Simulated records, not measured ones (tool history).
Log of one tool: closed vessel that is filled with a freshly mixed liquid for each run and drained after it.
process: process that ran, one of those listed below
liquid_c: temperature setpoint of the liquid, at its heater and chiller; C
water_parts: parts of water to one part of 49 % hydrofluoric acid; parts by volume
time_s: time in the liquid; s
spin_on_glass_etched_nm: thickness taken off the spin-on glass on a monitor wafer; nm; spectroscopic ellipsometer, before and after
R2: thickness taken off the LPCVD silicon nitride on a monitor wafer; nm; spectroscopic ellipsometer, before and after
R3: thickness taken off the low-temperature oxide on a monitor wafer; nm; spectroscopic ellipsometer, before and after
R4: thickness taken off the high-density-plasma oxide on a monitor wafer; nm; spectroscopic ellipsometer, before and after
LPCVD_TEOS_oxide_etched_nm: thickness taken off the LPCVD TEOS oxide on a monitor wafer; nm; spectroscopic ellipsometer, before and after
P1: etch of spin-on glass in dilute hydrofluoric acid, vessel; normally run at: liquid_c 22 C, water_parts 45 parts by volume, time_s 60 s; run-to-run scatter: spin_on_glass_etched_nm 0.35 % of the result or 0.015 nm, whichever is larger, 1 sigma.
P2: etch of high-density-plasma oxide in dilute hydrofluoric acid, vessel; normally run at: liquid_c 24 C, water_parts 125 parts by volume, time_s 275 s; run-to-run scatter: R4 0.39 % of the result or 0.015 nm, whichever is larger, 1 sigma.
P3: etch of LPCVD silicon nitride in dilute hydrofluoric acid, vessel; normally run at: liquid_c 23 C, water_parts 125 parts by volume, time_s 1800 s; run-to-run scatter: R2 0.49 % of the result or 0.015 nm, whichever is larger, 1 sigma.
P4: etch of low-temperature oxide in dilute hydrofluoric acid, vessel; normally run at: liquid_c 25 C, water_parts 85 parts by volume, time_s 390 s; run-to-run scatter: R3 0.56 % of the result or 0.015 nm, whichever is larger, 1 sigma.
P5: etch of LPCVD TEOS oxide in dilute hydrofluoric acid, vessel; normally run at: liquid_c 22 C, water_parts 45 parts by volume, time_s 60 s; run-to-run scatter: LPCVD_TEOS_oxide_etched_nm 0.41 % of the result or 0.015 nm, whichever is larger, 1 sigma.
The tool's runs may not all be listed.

{"run": 1, "day": 0.238, "process": "P1", "liquid_c": 22, "water_parts": 45, "time_s": 60, "spin_on_glass_etched_nm": 84.17}
{"run": 2, "day": 0.733, "process": "P3", "liquid_c": 30.5, "water_parts": 125, "time_s": 1800, "R2": 11.431}
{"run": 3, "day": 1.204, "process": "P1", "liquid_c": 22, "water_parts": 45, "time_s": 60, "spin_on_glass_etched_nm": 84.396}
{"run": 4, "day": 1.55, "process": "P1", "liquid_c": 22, "water_parts": 20, "time_s": 60, "spin_on_glass_etched_nm": 195.56}
{"run": 5, "day": 2.033, "process": "P3", "liquid_c": 23, "water_parts": 125, "time_s": 145, "R2": 0.55589}
{"run": 6, "day": 2.567, "process": "P3", "liquid_c": 23, "water_parts": 125, "time_s": 1800, "R2": 7.065}
{"run": 7, "day": 2.942, "process": "P4", "liquid_c": 25, "water_parts": 135, "time_s": 390, "R3": 31.158}
{"run": 8, "day": 3.238, "process": "P1", "liquid_c": 22, "water_parts": 45, "time_s": 30, "spin_on_glass_etched_nm": 41.87}
{"run": 9, "day": 3.65, "process": "P2", "liquid_c": 24, "water_parts": 125, "time_s": 70, "R4": 4.0601}
{"run": 10, "day": 3.925, "process": "P5", "liquid_c": 17, "water_parts": 45, "time_s": 60, "LPCVD_TEOS_oxide_etched_nm": 17.932}
{"run": 11, "day": 4.296, "process": "P1", "liquid_c": 22, "water_parts": 45, "time_s": 60, "spin_on_glass_etched_nm": 84.15}
{"run": 12, "day": 4.6, "process": "P1", "liquid_c": 29.5, "water_parts": 25, "time_s": 60, "spin_on_glass_etched_nm": 212.59}
{"run": 13, "day": 5.017, "process": "P1", "liquid_c": 22, "water_parts": 60, "time_s": 60, "spin_on_glass_etched_nm": 62.23}
{"run": 14, "day": 5.321, "process": "P2", "liquid_c": 18.5, "water_parts": 125, "time_s": 275, "R4": 12.748}
{"day": 5.592, "done": "hydrofluoric acid flow meter replaced"}
{"run": 15, "day": 5.804, "process": "P4", "liquid_c": 25, "water_parts": 85, "time_s": 390, "R3": 52.55}
{"run": 16, "day": 6.242, "process": "P4", "liquid_c": 25, "water_parts": 85, "time_s": 30, "R3": 4.0582}
{"run": 17, "day": 6.629, "process": "P5", "liquid_c": 22, "water_parts": 45, "time_s": 30, "LPCVD_TEOS_oxide_etched_nm": 11.18}
{"run": 18, "day": 7.025, "process": "P4", "liquid_c": 25, "water_parts": 85, "time_s": 390, "R3": 52.203}
{"run": 19, "day": 7.512, "process": "P1", "liquid_c": 18.5, "water_parts": 45, "time_s": 60, "spin_on_glass_etched_nm": 72.406}
{"run": 20, "day": 7.808, "process": "P2", "liquid_c": 24, "water_parts": 125, "time_s": 275, "R4": 15.885}
{"run": 21, "day": 8.242, "process": "P5", "liquid_c": 22, "water_parts": 45, "time_s": 60, "LPCVD_TEOS_oxide_etched_nm": 22.355}
{"run": 22, "day": 8.733, "process": "P1", "liquid_c": 22, "water_parts": 45, "time_s": 60, "spin_on_glass_etched_nm": 84.155}
{"run": 23, "day": 9.017, "process": "P5", "liquid_c": 22, "water_parts": 20, "time_s": 60, "LPCVD_TEOS_oxide_etched_nm": 51.588}
{"run": 24, "day": 9.546, "process": "P2", "liquid_c": 24, "water_parts": 30, "time_s": 275, "R4": 74.482}
{"run": 25, "day": 9.971, "process": "P3", "liquid_c": 23, "water_parts": 45, "time_s": 1800, "R2": 19.479}
{"run": 26, "day": 10.329, "process": "P4", "liquid_c": 17, "water_parts": 85, "time_s": 390, "R3": 37.63}
{"run": 27, "day": 10.742, "process": "P1", "liquid_c": 22, "water_parts": 45, "time_s": 85, "spin_on_glass_etched_nm": 119.27}
{"run": 28, "day": 11.142, "process": "P1", "liquid_c": 28, "water_parts": 45, "time_s": 60, "spin_on_glass_etched_nm": 107.87}
{"run": 29, "day": 11.6, "process": "P1", "liquid_c": 22, "water_parts": 25, "time_s": 30, "spin_on_glass_etched_nm": 78.034}
{"run": 30, "day": 12.096, "process": "P1", "liquid_c": 22, "water_parts": 45, "time_s": 60, "spin_on_glass_etched_nm": 84.456}
{"run": 31, "day": 12.533, "process": "P1", "liquid_c": 22, "water_parts": 45, "time_s": 60, "spin_on_glass_etched_nm": 88.175}
{"run": 32, "day": 13.017, "process": "P1", "liquid_c": 22, "water_parts": 45, "time_s": 60, "spin_on_glass_etched_nm": 90.285}
{"run": 33, "day": 13.325, "process": "P1", "liquid_c": 22, "water_parts": 45, "time_s": 60, "spin_on_glass_etched_nm": 90.626}
{"run": 34, "day": 13.583, "process": "P1", "liquid_c": 22, "water_parts": 45, "time_s": 60, "spin_on_glass_etched_nm": 91.417}
{"run": 35, "day": 14.033, "process": "P1", "liquid_c": 22, "water_parts": 45, "time_s": 60, "spin_on_glass_etched_nm": 91.938}
{"run": 36, "day": 14.346, "process": "P1", "liquid_c": 22, "water_parts": 45, "time_s": 60, "spin_on_glass_etched_nm": 92.386}
{"run": 37, "day": 14.796, "process": "P1", "liquid_c": 22, "water_parts": 45, "time_s": 60, "spin_on_glass_etched_nm": 92.602}

The next listed run, before its measurement:
{"run": 38, "day": 15.092, "process": "P1", "liquid_c": 22, "water_parts": 45, "time_s": 60, "spin_on_glass_etched_nm": "?"}

spin_on_glass_etched_nm: 92.757 nm
